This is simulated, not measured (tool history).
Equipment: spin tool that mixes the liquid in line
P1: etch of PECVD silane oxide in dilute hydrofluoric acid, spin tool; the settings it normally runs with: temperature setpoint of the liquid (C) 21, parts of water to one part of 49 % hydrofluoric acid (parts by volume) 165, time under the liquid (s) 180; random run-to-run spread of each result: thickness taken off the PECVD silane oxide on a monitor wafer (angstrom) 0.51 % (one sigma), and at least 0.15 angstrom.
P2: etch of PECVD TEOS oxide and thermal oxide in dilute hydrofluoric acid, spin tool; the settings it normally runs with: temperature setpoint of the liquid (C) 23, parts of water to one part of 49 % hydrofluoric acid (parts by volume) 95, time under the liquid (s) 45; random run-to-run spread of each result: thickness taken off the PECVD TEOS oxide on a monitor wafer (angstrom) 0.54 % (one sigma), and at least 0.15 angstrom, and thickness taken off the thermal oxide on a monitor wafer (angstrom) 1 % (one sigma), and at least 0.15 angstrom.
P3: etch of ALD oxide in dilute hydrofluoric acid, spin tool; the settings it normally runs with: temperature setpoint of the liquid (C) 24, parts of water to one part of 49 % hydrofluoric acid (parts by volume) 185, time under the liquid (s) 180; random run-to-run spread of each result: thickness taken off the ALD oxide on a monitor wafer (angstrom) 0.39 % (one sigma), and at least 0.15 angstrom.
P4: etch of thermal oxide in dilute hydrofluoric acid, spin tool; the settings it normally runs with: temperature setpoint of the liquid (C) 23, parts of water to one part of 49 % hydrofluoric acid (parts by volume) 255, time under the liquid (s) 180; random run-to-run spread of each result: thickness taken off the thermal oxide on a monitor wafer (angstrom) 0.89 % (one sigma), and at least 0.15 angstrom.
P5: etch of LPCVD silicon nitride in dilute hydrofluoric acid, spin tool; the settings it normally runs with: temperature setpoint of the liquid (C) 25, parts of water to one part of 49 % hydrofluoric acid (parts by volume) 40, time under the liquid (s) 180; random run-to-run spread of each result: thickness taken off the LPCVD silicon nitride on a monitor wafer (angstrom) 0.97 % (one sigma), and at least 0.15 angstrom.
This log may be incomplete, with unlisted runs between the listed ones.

run	day	process that ran	temperature setpoint of the liquid (C)	parts of water to one part of 49 % hydrofluoric acid (parts by volume)	time under the liquid (s)	hours since the thermometer was replaced	hours since the hydrofluoric acid flow meter was replaced	thickness taken off the PECVD silane oxide on a monitor wafer (angstrom)	thickness taken off the thermal oxide on a monitor wafer (angstrom)	thickness taken off the ALD oxide on a monitor wafer (angstrom)	thickness taken off the PECVD TEOS oxide on a monitor wafer (angstrom)	thickness taken off the LPCVD silicon nitride on a monitor wafer (angstrom)
1	0.621	P1	21	165	180	783.2	502.2	140.1				
2	0.95	P4	23	420	180	791.1	510.1		14.668			
3	1.546	P1	21	165	180	805.4	524.4	140.8				
4	2.05	P1	21	295	180	817.5	536.5	69.436				
5	2.525	P1	21	95	180	828.9	547.9	264.43				
6	2.846	P3	17	185	180	836.6	555.6			90.57		
7	3.446	P1	21	165	180	851	570	141.74				
8	3.917	P2	31	95	45	862.3	581.3		30.182		132.32	
9	4.362	P4	23	255	280	873	592		43.225			
10	4.812	P5	25	40	180	883.8	602.8					25.345
11	5.267	P1	25.5	235	180	894.7	613.7	107.08				
12	5.65	P5	17	40	180	903.9	622.9					14.635
13	6.096	P3	24	185	180	914.6	633.6			119.21		
14	6.458	P2	23	95	45	923.3	642.3		22.174		96.759	
15	6.742	P2	23	140	45	930.1	649.1		14.205		62.84	
16	7.062	P4	27	255	180	937.8	656.8		31.749			
17	7.496	P4	23	255	180	948.2	667.2		27.367			
18	8.096	P1	25	165	180	962.6	681.6	162.3				
19	8.562	P1	21	165	15	973.8	692.8	11.493				
20	9.15	P5	25	40	320	987.9	706.9					46.301
21	9.742	P5	25	70	180	1002.1	721.1					15.093
22	10.304	P1	21	265	280	1015.6	734.6	123.48				
23	10.588	P2	23	95	80	1022.4	741.4		39.881		172.71	
24	10.896	P5	25	40	180	1029.8	748.8					25.583
25	11.521	P4	23	255	180	1044.8	763.8		27.419			
# day 12.088: thermometer replaced
26	12.121	P1	21	165	180	0.8	778.2	140.58				
27	12.746	P3	24	60	180	15.8	793.2			424.75		
28	13.262	P1	17	165	180	28.2	805.6	120.08				
29	13.788	P3	24	185	45	40.8	818.2			29.46		
30	14.296	P1	21	165	355	53	830.4	274.46				
31	14.6	P1	21	165	180	60.3	837.7	139.59				
32	15.05	P1	21	165	180	71.1	848.5	139.87				
33	15.488	P1	21	165	180	81.6	859	137.63				
34	15.796	P1	21	165	180	89	866.4	135.02				
35	16.208	P1	21	165	180	98.9	876.3	133.16				
36	16.717	P1	21	165	180	111.1	888.5	131.49				
37	17.208	P1	21	165	180	122.9	900.3	128.98				
38	17.479	P1	21	165	180	129.4	906.8	129.71				
39	18.083	P1	21	165	180	143.9	921.3	128.1				
40	18.404	P1	21	165	180	151.6	929	128.58				
41	19.012	P1	21	165	180	166.2	943.6	129.61				

P1 no longer gives what it gave before; its output has crept away from where it was. The following 2 causes, each at its listed size, fit the log equally well:
A: hydrofluoric acid flow below the setpoint (%) = 6.84
B: liquid colder than its thermometer reads (K) = 2.12
The drift started at roughly day 15.05.

The 4 check runs listed below each average the results of 2 wafers, and their outcomes are marked with question marks. Under which run would the listed causes produce clearly different results?
check 1	19.621	P4	23	255	180				?			
check 2	19.621	P3	24	185	180					?		
check 3	19.621	P5	25	40	180							?
check 4	19.621	P2	23	95	45				?		?	

Outcome of each check run for each possible cause:
check	result	if A	if B
check 1	thickness taken off the thermal oxide on a monitor wafer (angstrom)	25.383	25.683
check 2	thickness taken off the ALD oxide on a monitor wafer (angstrom)	109.14	109.74
check 3	thickness taken off the LPCVD silicon nitride on a monitor wafer (angstrom)	23.876	22.162
check 4	thickness taken off the thermal oxide on a monitor wafer (angstrom)	20.482	20.348
check 4	thickness taken off the PECVD TEOS oxide on a monitor wafer (angstrom)	89.278	88.693
Distance between the nearest two causes, measured in the result of the check that separates them most: check 1 1.17 %; check 2 0.55 %; check 3 7.45 %; check 4 0.66 %
Only in check 3 would the causes give clearly different results; in the remaining checks their results would be nearly the same.

With check 3 done, the readings were: thickness taken off the LPCVD silicon nitride on a monitor wafer (angstrom) 24.007. Identify which of the listed causes applies.

The cause is A: hydrofluoric acid flow below the setpoint (%).
